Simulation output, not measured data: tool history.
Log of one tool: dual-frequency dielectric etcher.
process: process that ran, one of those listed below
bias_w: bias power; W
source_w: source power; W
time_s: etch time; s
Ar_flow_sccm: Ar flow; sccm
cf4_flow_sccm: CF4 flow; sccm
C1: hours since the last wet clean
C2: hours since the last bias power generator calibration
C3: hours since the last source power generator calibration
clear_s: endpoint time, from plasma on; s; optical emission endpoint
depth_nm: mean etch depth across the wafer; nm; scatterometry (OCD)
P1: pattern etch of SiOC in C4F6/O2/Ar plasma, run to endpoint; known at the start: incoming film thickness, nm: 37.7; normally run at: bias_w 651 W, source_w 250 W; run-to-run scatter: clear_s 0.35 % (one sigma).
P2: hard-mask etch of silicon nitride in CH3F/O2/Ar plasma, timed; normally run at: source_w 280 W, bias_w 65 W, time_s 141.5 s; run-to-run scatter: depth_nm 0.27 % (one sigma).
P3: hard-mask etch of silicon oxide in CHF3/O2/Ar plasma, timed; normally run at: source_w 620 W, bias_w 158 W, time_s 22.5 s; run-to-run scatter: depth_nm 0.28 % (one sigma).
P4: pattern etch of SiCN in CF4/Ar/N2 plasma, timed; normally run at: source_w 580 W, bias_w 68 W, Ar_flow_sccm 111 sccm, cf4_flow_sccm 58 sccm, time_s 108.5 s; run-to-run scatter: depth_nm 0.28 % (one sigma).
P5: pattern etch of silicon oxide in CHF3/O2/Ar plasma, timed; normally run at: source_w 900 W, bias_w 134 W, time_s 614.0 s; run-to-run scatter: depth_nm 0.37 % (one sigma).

{"run": 1, "hour": 3.9, "process": "P1", "bias_w": 651, "source_w": 250, "C1": 380.8, "C2": 608.8, "C3": 3139.1, "clear_s": 13.127}
{"run": 2, "hour": 6.4, "process": "P1", "bias_w": 786, "source_w": 200, "C1": 383.3, "C2": 611.3, "C3": 3141.6, "clear_s": 13.25}
{"run": 3, "hour": 10.4, "process": "P2", "bias_w": 65, "source_w": 280, "time_s": 141.5, "C1": 387.3, "C2": 615.3, "C3": 3145.6, "depth_nm": 83.281}
{"run": 4, "hour": 12.9, "process": "P5", "bias_w": 134, "source_w": 680, "time_s": 614.0, "C1": 389.8, "C2": 617.8, "C3": 3148.1, "depth_nm": 1156.0}
{"run": 5, "hour": 15.8, "process": "P4", "bias_w": 68, "source_w": 740, "time_s": 108.5, "Ar_flow_sccm": 111, "cf4_flow_sccm": 58, "C1": 392.7, "C2": 620.7, "C3": 3151.0, "depth_nm": 130.75}
{"run": 6, "hour": 17.7, "process": "P3", "bias_w": 158, "source_w": 620, "time_s": 13.0, "C1": 394.6, "C2": 622.6, "C3": 3152.9, "depth_nm": 25.168}
{"run": 7, "hour": 21.2, "process": "P1", "bias_w": 651, "source_w": 320, "C1": 398.1, "C2": 626.1, "C3": 3156.4, "clear_s": 11.945}
{"run": 8, "hour": 23.9, "process": "P5", "bias_w": 171, "source_w": 900, "time_s": 614.0, "C1": 400.8, "C2": 628.8, "C3": 3159.1, "depth_nm": 1404.9}
{"run": 9, "hour": 27.5, "process": "P4", "bias_w": 68, "source_w": 580, "time_s": 108.5, "Ar_flow_sccm": 111, "cf4_flow_sccm": 58, "C1": 404.4, "C2": 632.4, "C3": 3162.7, "depth_nm": 105.44}
{"run": 10, "hour": 31.9, "process": "P4", "bias_w": 68, "source_w": 580, "time_s": 108.5, "Ar_flow_sccm": 84, "cf4_flow_sccm": 58, "C1": 408.8, "C2": 636.8, "C3": 3167.1, "depth_nm": 110.97}
{"run": 11, "hour": 35.6, "process": "P5", "bias_w": 134, "source_w": 900, "time_s": 816.0, "C1": 412.5, "C2": 640.5, "C3": 3170.8, "depth_nm": 1737.0}
{"run": 12, "hour": 38.7, "process": "P2", "bias_w": 83, "source_w": 280, "time_s": 141.5, "C1": 415.6, "C2": 643.6, "C3": 3173.9, "depth_nm": 91.206}
{"run": 13, "hour": 40.6, "process": "P3", "bias_w": 224, "source_w": 620, "time_s": 22.5, "C1": 417.5, "C2": 645.5, "C3": 3175.8, "depth_nm": 48.972}
{"run": 14, "hour": 44.4, "process": "P1", "bias_w": 651, "source_w": 200, "C1": 421.3, "C2": 649.3, "C3": 3179.6, "clear_s": 14.213}
{"run": 15, "hour": 48.4, "process": "P4", "bias_w": 68, "source_w": 580, "time_s": 79.5, "Ar_flow_sccm": 111, "cf4_flow_sccm": 58, "C1": 425.3, "C2": 653.3, "C3": 3183.6, "depth_nm": 77.375}
{"run": 16, "hour": 51.2, "process": "P2", "bias_w": 65, "source_w": 160, "time_s": 141.5, "C1": 428.1, "C2": 656.1, "C3": 3186.4, "depth_nm": 67.995}
{"run": 17, "hour": 55.5, "process": "P3", "bias_w": 158, "source_w": 620, "time_s": 22.5, "C1": 432.4, "C2": 660.4, "C3": 3190.7, "depth_nm": 43.562}
{"run": 18, "hour": 58.8, "process": "P2", "bias_w": 65, "source_w": 280, "time_s": 141.5, "C1": 435.7, "C2": 663.7, "C3": 3194.0, "depth_nm": 83.789}
{"run": 19, "hour": 61.2, "process": "P4", "bias_w": 68, "source_w": 580, "time_s": 108.5, "Ar_flow_sccm": 111, "cf4_flow_sccm": 58, "C1": 438.1, "C2": 666.1, "C3": 3196.4, "depth_nm": 106.05}
{"run": 20, "hour": 64.7, "process": "P1", "bias_w": 906, "source_w": 250, "C1": 441.6, "C2": 669.6, "C3": 3199.9, "clear_s": 11.446}

The next listed run, before its measurement:
{"run": 21, "hour": 68.1, "process": "P3", "bias_w": 158, "source_w": 620, "time_s": 22.5, "C1": 445.0, "C2": 673.0, "C3": 3203.3, "depth_nm": "?"}

depth_nm: 43.618 nm
